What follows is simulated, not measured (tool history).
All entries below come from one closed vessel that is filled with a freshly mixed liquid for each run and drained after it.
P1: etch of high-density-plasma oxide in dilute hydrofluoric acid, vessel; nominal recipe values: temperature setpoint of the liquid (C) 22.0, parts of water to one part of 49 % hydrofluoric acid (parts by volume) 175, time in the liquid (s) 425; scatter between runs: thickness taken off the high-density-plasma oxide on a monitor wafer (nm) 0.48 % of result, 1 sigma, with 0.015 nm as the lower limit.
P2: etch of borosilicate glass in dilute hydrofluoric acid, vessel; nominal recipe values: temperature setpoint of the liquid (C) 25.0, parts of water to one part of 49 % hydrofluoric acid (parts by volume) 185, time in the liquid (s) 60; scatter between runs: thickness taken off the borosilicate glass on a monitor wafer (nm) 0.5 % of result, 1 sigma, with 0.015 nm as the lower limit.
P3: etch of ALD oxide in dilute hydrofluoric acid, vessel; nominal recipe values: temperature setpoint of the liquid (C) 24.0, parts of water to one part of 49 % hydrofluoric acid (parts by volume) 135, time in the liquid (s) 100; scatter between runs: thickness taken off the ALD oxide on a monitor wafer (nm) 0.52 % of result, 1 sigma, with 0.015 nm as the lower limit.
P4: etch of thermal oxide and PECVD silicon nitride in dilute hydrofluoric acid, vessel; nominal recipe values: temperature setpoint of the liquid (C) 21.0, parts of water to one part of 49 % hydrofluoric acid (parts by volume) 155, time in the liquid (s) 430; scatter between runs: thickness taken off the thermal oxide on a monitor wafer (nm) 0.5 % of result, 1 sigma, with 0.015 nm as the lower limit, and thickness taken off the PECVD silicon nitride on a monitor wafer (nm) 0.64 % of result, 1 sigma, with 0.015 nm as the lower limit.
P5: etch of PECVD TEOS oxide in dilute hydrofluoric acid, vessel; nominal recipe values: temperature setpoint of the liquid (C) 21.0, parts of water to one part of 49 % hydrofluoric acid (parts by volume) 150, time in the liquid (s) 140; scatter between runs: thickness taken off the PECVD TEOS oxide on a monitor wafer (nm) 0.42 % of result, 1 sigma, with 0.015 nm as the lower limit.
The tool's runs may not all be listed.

run   hour  process that ran  temperature setpoint of the liquid (C)  parts of water to one part of 49 % hydrofluoric acid (parts by volume)  time in the liquid (s)  hours since the thermometer was replaced  hours since the hydrofluoric acid flow meter was replaced  thickness taken off the high-density-plasma oxide on a monitor wafer (nm)  thickness taken off the PECVD TEOS oxide on a monitor wafer (nm)  thickness taken off the borosilicate glass on a monitor wafer (nm)  thickness taken off the ALD oxide on a monitor wafer (nm)  thickness taken off the thermal oxide on a monitor wafer (nm)  thickness taken off the PECVD silicon nitride on a monitor wafer (nm)
  1    7.8                P1                                    22.0                                                                     175                     425                                     537.7                                                      793.2                                                                    11.0610
  2   17.6                P5                                    21.0                                                                     150                     220                                     547.5                                                      803.0                                                                                                                                       20.029
  3   26.4                P2                                    25.0                                                                      35                      60                                     556.3                                                      811.8                                                                                                                                                                                                           72.864
  4   36.3                P1                                    27.5                                                                     175                     200                                     566.2                                                      821.7                                                                     6.3782
  5   41.7                P3                                    24.0                                                                     135                     100                                     571.6                                                      827.1                                                                                                                                                                                                                                                                      9.3112
  6   47.1                P5                                    21.0                                                                      40                     140                                     577.0                                                      832.5                                                                                                                                       54.280
  7   51.8                P3                                    24.0                                                                     135                     150                                     581.7                                                      837.2                                                                                                                                                                                                                                                                     13.9060
  8   57.1                P1                                    22.0                                                                     175                     425                                     587.0                                                      842.5                                                                    11.0270
  9   65.1                P5                                    21.0                                                                     150                     140                                     595.0                                                      850.5                                                                                                                                       12.815
 10   70.5                P4                                    21.0                                                                     155                     235                                     600.4                                                      855.9                                                                                                                                                                                                                                                                                                                                     6.2578                                                                 2.1426
 11   78.2                P4                                    21.0                                                                     155                     430                                     608.1                                                      863.6                                                                                                                                                                                                                                                                                                                                    11.6150                                                                 3.8913
 12   85.0                P1                                    28.5                                                                      90                     425                                     614.9                                                      870.4                                                                    30.5890
 13   94.2                P5                                    21.0                                                                     150                     140                                     624.1                                                      879.6                                                                                                                                       12.827
      94.8  -- hydrofluoric acid flow meter replaced
 14  104.7                P3                                    24.0                                                                      40                     100                                     634.6                                                       10.0                                                                                                                                                                                                                                                                     35.3280
 15  111.1                P1                                    22.0                                                                     175                     425                                     641.0                                                       16.4                                                                    11.0060
 16  118.8                P5                                    29.0                                                                     150                     140                                     648.7                                                       24.1                                                                                                                                       17.246
 17  128.1                P1                                    22.0                                                                     175                     425                                     658.0                                                       33.4                                                                    11.0560
 18  133.1                P4                                    25.5                                                                     155                     430                                     663.0                                                       38.4                                                                                                                                                                                                                                                                                                                                    13.5350                                                                 5.2270
 19  139.1                P1                                    22.0                                                                     175                     425                                     669.0                                                       44.4                                                                    10.9640
 20  147.6                P1                                    22.0                                                                     175                      50                                     677.5                                                       52.9                                                                     1.2896
 21  153.8                P4                                    21.0                                                                     270                     430                                     683.7                                                       59.1                                                                                                                                                                                                                                                                                                                                     5.8947                                                                 2.2766
 22  160.5                P2                                    25.0                                                                     185                      60                                     690.4                                                       65.8                                                                                                                                                                                                           11.375
 23  165.5                P1                                    25.5                                                                     175                     640                                     695.4                                                       70.8                                                                    18.8440
 24  172.7                P1                                    22.0                                                                     245                     425                                     702.6                                                       78.0                                                                     7.2531
 25  178.3                P1                                    22.0                                                                     175                     775                                     708.2                                                       83.6                                                                    20.3760
 26  187.9                P2                                    25.0                                                                     185                     100                                     717.8                                                       93.2                                                                                                                                                                                                           19.071
 27  198.0                P1                                    17.0                                                                     175                     425                                     727.9                                                      103.3                                                                     9.0508
 28  204.0                P1                                    22.0                                                                      40                     425                                     733.9                                                      109.3                                                                    56.4090
 29  211.1                P2                                    31.0                                                                     185                      60                                     741.0                                                      116.4                                                                                                                                                                                                           14.188
 30  221.5                P1                                    22.0                                                                     175                     425                                     751.4                                                      126.8                                                                    11.1110
 31  228.8                P4                                    21.0                                                                     155                     430                                     758.7                                                      134.1                                                                                                                                                                                                                                                                                                                                    11.5040                                                                 3.9468
 32  236.4                P1                                    26.0                                                                     175                     425                                     766.3                                                      141.7                                                                    12.7950
 33  246.3                P3                                    29.0                                                                     135                     100                                     776.2                                                      151.6                                                                                                                                                                                                                                                                     11.1900
 34  255.9                P1                                    22.0                                                                     175                     425                                     785.8                                                      161.2                                                                    11.0460
 35  262.7                P1                                    22.0                                                                     175                     425                                     792.6                                                      168.0                                                                    10.6080
 36  272.8                P1                                    22.0                                                                     175                     425                                     802.7                                                      178.1                                                                    10.4890
 37  282.7                P1                                    22.0                                                                     175                     425                                     812.6                                                      188.0                                                                    10.3920
 38  289.7                P1                                    22.0                                                                     175                     425                                     819.6                                                      195.0                                                                    10.2300
 39  296.7                P1                                    22.0                                                                     175                     425                                     826.6                                                      202.0                                                                    10.1470
 40  303.2                P1                                    22.0                                                                     175                     425                                     833.1                                                      208.5                                                                    10.2660
 41  311.0                P1                                    22.0                                                                     175                     425                                     840.9                                                      216.3                                                                    10.1400
 42  318.3                P1                                    22.0                                                                     175                     425                                     848.2                                                      223.6                                                                    10.0930
 43  325.9                P1                                    22.0                                                                     175                     425                                     855.8                                                      231.2                                                                    10.0880
 44  335.3                P1                                    22.0                                                                     175                     425                                     865.2                                                      240.6                                                                    10.1600
 45  341.9                P1                                    22.0                                                                     175                     425                                     871.8                                                      247.2                                                                    10.0450

The log shows P1 creeping away from where it was. Any of the 2 causes listed here, at the size stated for it, fits the log just as well as the others:
A: hydrofluoric acid flow below the setpoint (%) = 7
B: liquid colder than its thermometer reads (K) = 2.23
The onset of the drift is placed at about hour 255.9.

Of the 4 check runs listed below, each run on one wafer and each result written as a question mark, which would let you distinguish the listed causes because they would give clearly different results?
check 1  348.5                P3                                    24.0                                                                     135                     100                                                                                                                                                                                                                                                                                                                                                                                ?
check 2  348.5                P4                                    21.0                                                                     155                     430                                                                                                                                                                                                                                                                                                                                                                                                                                               ?                                                                      ?
check 3  348.5                P2                                    25.0                                                                     185                      60                                                                                                                                                                                                                                                                                                                     ?
check 4  348.5                P5                                    21.0                                                                     150                     140                                                                                                                                                                                                                                                 ?

What each check would give under each cause:
  check                                                                 result     if A     if B
check 1              thickness taken off the ALD oxide on a monitor wafer (nm)   8.5446   8.5210
check 2          thickness taken off the thermal oxide on a monitor wafer (nm)  10.5980  10.5580
check 2  thickness taken off the PECVD silicon nitride on a monitor wafer (nm)   3.6351   3.3627
check 3     thickness taken off the borosilicate glass on a monitor wafer (nm)   10.507   10.556
check 4       thickness taken off the PECVD TEOS oxide on a monitor wafer (nm)   11.779   11.728
Per check, the gap between the least separated pair of causes, taken in the result that splits them most: check 1 0.28 %; check 2 7.79 %; check 3 0.47 %; check 4 0.43 %
Only in check 2 would the causes give clearly different results; in the remaining checks their results would be nearly the same.

After running check 2, the following was obtained: thickness taken off the thermal oxide on a monitor wafer (nm) 10.5910; thickness taken off the PECVD silicon nitride on a monitor wafer (nm) 3.3972. Which cause does this point to?

The cause is B: liquid colder than its thermometer reads (K).
